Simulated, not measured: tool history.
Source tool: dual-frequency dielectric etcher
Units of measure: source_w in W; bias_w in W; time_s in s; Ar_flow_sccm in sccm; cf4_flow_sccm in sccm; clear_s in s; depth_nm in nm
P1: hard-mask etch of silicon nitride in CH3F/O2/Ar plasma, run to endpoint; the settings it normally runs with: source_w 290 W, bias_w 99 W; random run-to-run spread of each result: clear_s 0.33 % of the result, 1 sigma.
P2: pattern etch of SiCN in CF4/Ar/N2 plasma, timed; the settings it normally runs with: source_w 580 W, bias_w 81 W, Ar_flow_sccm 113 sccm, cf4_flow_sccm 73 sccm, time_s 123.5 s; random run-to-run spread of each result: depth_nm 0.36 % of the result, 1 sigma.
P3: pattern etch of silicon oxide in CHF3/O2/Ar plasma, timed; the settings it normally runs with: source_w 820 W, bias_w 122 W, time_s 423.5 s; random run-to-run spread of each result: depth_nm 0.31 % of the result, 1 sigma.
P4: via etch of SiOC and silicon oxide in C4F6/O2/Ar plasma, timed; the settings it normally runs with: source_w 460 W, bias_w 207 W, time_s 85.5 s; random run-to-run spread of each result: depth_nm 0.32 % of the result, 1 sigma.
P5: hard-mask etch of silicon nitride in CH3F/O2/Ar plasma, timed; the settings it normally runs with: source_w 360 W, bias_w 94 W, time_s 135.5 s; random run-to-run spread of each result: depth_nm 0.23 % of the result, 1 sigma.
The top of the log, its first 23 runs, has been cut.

{"run": 24, "hour": 189.2, "process": "P1", "source_w": 390, "bias_w": 99, "clear_s": 59.263}
{"run": 25, "hour": 199.3, "process": "P4", "source_w": 460, "bias_w": 262, "time_s": 85.5, "depth_nm": 114.79}
{"run": 26, "hour": 207.6, "process": "P4", "source_w": 630, "bias_w": 207, "time_s": 85.5, "depth_nm": 119.57}
{"hour": 209.0, "done": "bias power generator calibrated"}
{"run": 27, "hour": 213.6, "process": "P1", "source_w": 290, "bias_w": 125, "clear_s": 60.564}
{"run": 28, "hour": 224.5, "process": "P1", "source_w": 290, "bias_w": 99, "clear_s": 65.879}
{"run": 29, "hour": 234.3, "process": "P3", "source_w": 820, "bias_w": 168, "time_s": 423.5, "depth_nm": 923.31}
{"run": 30, "hour": 239.4, "process": "P5", "source_w": 240, "bias_w": 94, "time_s": 135.5, "depth_nm": 87.981}
{"run": 31, "hour": 248.2, "process": "P1", "source_w": 290, "bias_w": 99, "clear_s": 66.06}
{"run": 32, "hour": 259.6, "process": "P1", "source_w": 290, "bias_w": 99, "clear_s": 66.423}
{"run": 33, "hour": 268.8, "process": "P1", "source_w": 290, "bias_w": 99, "clear_s": 65.841}

Run 34 comes next. What will it give?
{"run": 34, "hour": 277.5, "process": "P1", "source_w": 290, "bias_w": 99, "clear_s": "?"}

clear_s: 65.366 s
